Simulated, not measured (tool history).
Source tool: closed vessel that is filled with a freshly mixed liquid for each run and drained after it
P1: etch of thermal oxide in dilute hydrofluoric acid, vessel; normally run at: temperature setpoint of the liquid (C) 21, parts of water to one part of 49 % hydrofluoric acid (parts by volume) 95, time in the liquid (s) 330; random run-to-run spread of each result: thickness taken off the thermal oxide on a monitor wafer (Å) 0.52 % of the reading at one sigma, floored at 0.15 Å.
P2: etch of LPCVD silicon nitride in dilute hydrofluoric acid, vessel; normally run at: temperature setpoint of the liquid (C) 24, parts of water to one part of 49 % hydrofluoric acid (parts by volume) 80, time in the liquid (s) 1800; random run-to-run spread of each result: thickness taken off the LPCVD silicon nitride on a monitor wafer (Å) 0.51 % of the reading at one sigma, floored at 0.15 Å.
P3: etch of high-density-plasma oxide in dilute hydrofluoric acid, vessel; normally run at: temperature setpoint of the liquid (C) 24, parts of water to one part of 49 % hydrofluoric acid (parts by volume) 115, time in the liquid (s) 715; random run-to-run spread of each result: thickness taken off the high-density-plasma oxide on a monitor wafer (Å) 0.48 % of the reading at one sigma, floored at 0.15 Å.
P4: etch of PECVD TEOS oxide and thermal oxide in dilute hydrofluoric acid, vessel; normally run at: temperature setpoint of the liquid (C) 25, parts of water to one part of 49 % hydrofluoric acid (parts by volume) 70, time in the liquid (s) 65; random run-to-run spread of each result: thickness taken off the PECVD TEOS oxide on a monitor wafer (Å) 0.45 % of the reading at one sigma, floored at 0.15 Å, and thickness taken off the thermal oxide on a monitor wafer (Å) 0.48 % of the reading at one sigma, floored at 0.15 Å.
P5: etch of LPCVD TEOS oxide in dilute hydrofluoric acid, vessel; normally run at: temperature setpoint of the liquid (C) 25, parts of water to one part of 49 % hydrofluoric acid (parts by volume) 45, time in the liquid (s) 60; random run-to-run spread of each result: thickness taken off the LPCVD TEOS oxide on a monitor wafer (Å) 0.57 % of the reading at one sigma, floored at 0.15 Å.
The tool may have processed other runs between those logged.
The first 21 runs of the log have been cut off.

run	hour	process that ran	temperature setpoint of the liquid (C)	parts of water to one part of 49 % hydrofluoric acid (parts by volume)	time in the liquid (s)	thickness taken off the thermal oxide on a monitor wafer (Å)	thickness taken off the high-density-plasma oxide on a monitor wafer (Å)	thickness taken off the LPCVD silicon nitride on a monitor wafer (Å)	thickness taken off the LPCVD TEOS oxide on a monitor wafer (Å)	thickness taken off the PECVD TEOS oxide on a monitor wafer (Å)
22	282.5	P1	21	95	330	146.3				
23	294.3	P4	32	70	65	58.287				267.59
24	306.4	P3	24	115	715		539.42			
25	318.7	P3	24	115	715		535.55			
26	332.6	P5	25	45	60				442.41	
27	344.6	P1	21	50	330	289.11				
28	361.6	P1	21	175	330	71.813				
29	375.2	P2	24	80	3535			239.42		
30	388.1	P1	21	95	330	145.34				
31	404.5	P3	24	115	150		114.52			
32	421.7	P1	21	95	330	145.08				
33	440.2	P1	21	95	330	138.93				
34	450	P1	21	95	330	136.71				
35	466.2	P1	21	95	330	134.22				
36	478.8	P1	21	95	330	133.59				
37	488.8	P1	21	95	330	132.59				
38	502.8	P1	21	95	330	132.12				

What will run 39 give?
39	512.6	P1	21	95	330	?				

{"run 39": {"thickness taken off the thermal oxide on a monitor wafer (Å)": 131.3}}
